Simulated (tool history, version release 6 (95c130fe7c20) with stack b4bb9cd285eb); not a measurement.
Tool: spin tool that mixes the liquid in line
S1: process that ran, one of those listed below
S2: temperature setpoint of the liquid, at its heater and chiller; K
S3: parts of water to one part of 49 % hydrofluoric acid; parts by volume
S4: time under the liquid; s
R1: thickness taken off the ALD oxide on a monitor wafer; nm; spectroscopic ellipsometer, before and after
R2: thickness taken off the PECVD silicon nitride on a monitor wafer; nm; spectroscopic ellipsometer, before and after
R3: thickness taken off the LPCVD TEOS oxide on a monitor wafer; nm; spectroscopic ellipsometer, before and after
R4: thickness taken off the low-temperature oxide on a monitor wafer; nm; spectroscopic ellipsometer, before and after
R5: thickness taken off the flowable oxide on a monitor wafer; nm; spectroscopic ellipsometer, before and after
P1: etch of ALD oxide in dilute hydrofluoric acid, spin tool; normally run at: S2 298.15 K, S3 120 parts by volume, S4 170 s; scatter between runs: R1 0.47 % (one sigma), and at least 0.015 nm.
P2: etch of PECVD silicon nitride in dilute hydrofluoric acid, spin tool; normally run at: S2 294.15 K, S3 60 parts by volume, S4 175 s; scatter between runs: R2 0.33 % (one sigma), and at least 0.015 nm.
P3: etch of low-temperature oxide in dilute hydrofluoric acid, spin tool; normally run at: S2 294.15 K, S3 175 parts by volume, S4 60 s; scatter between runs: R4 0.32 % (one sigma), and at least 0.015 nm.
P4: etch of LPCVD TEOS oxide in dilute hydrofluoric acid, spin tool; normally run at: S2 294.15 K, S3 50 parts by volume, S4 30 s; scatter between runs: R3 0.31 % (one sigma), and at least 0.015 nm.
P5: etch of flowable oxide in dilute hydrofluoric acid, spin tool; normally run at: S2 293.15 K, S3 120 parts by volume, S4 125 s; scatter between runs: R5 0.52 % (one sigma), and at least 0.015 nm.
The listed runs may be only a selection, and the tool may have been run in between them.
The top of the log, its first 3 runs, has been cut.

{"run": 4, "hour": 22.5, "S1": "P4", "S2": 294.15, "S3": 50, "S4": 30, "R3": 9.7054}
{"run": 5, "hour": 27.2, "S1": "P1", "S2": 303.15, "S3": 120, "S4": 170, "R1": 23.366}
{"run": 6, "hour": 34.3, "S1": "P2", "S2": 294.15, "S3": 60, "S4": 290, "R2": 12.815}
{"run": 7, "hour": 40.2, "S1": "P1", "S2": 298.15, "S3": 120, "S4": 170, "R1": 19.286}
{"run": 8, "hour": 45.0, "S1": "P3", "S2": 294.15, "S3": 175, "S4": 60, "R4": 7.4533}
{"run": 9, "hour": 48.5, "S1": "P5", "S2": 293.15, "S3": 70, "S4": 125, "R5": 92.337}
{"run": 10, "hour": 55.7, "S1": "P3", "S2": 294.15, "S3": 40, "S4": 60, "R4": 37.985}
{"run": 11, "hour": 60.7, "S1": "P4", "S2": 294.15, "S3": 50, "S4": 60, "R3": 19.398}
{"run": 12, "hour": 66.2, "S1": "P2", "S2": 294.15, "S3": 60, "S4": 175, "R2": 7.7104}
{"hour": 71.3, "done": "hydrofluoric acid flow meter replaced"}
{"run": 13, "hour": 72.5, "S1": "P1", "S2": 298.15, "S3": 50, "S4": 170, "R1": 50.682}
{"run": 14, "hour": 80.2, "S1": "P4", "S2": 294.15, "S3": 80, "S4": 30, "R3": 5.8727}
{"run": 15, "hour": 84.9, "S1": "P5", "S2": 293.15, "S3": 120, "S4": 125, "R5": 51.34}
{"run": 16, "hour": 90.0, "S1": "P1", "S2": 298.15, "S3": 120, "S4": 170, "R1": 19.367}
{"run": 17, "hour": 97.4, "S1": "P5", "S2": 293.15, "S3": 120, "S4": 125, "R5": 51.365}
{"run": 18, "hour": 103.1, "S1": "P2", "S2": 301.15, "S3": 60, "S4": 175, "R2": 12.378}
{"run": 19, "hour": 106.6, "S1": "P1", "S2": 298.15, "S3": 35, "S4": 45, "R1": 19.501}
{"run": 20, "hour": 110.0, "S1": "P1", "S2": 298.15, "S3": 180, "S4": 170, "R1": 11.986}
{"run": 21, "hour": 114.2, "S1": "P1", "S2": 298.15, "S3": 120, "S4": 50, "R1": 5.6809}
{"run": 22, "hour": 118.2, "S1": "P1", "S2": 298.15, "S3": 120, "S4": 170, "R1": 19.292}
{"run": 23, "hour": 123.9, "S1": "P5", "S2": 290.15, "S3": 120, "S4": 125, "R5": 44.891}
{"run": 24, "hour": 128.9, "S1": "P3", "S2": 300.65, "S3": 175, "S4": 60, "R4": 9.4579}
{"run": 25, "hour": 135.9, "S1": "P1", "S2": 293.15, "S3": 120, "S4": 265, "R1": 24.645}
{"run": 26, "hour": 141.0, "S1": "P1", "S2": 298.15, "S3": 120, "S4": 170, "R1": 19.263}

Expected results for the next run?
{"run": 27, "hour": 145.9, "S1": "P1", "S2": 298.15, "S3": 120, "S4": 315, "R1": "?"}

For run 27 the tool returned R1 35.5950 nm.

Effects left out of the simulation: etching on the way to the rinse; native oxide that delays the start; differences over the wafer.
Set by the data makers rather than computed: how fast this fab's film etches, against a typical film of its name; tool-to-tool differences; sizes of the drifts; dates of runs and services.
